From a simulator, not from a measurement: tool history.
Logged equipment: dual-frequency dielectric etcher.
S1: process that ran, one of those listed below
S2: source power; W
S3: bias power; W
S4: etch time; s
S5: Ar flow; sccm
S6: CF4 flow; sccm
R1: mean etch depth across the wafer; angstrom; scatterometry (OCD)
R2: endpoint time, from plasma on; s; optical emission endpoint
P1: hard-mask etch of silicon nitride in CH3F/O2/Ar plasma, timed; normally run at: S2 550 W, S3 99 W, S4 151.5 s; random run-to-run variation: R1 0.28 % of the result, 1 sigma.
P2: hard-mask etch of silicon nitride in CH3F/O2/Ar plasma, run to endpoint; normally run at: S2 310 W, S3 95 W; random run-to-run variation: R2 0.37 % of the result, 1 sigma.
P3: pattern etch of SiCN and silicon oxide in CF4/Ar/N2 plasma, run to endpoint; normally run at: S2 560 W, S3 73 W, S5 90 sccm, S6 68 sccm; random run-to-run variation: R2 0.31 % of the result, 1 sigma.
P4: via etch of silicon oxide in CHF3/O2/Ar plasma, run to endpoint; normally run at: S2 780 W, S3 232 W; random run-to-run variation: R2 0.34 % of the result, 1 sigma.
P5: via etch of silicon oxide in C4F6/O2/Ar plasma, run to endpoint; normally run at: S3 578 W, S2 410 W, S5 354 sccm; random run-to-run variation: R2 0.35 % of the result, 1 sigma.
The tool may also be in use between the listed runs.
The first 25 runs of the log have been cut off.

run   hour  S1   S2   S3     S4   S5  S6       R1        R2
 26  100.3  P3  560   73         107  68             9.8600
 27  103.6  P3  560   73          90  68             9.5914
 28  108.6  P3  560   73          90  49            10.0850
 29  111.8  P5  330  578         354                26.3690
 30  115.3  P5  410  578         462                25.2940
 31  118.6  P1  340   99  196.5           1502.50
 32  122.1  P1  550   99  151.5           1383.10
 33  126.2  P4  500  232                           212.4900
 34  129.7  P1  550   99  151.5           1390.40
 35  133.2  P1  550   99  151.5           1380.40
 36  137.5  P1  550   99  151.5           1371.60
 37  140.8  P1  550   99  151.5           1368.20

Predict the results of run 38:
 38  146.0  P1  550  99  151.5           ?

R1: 1369.30 angstrom
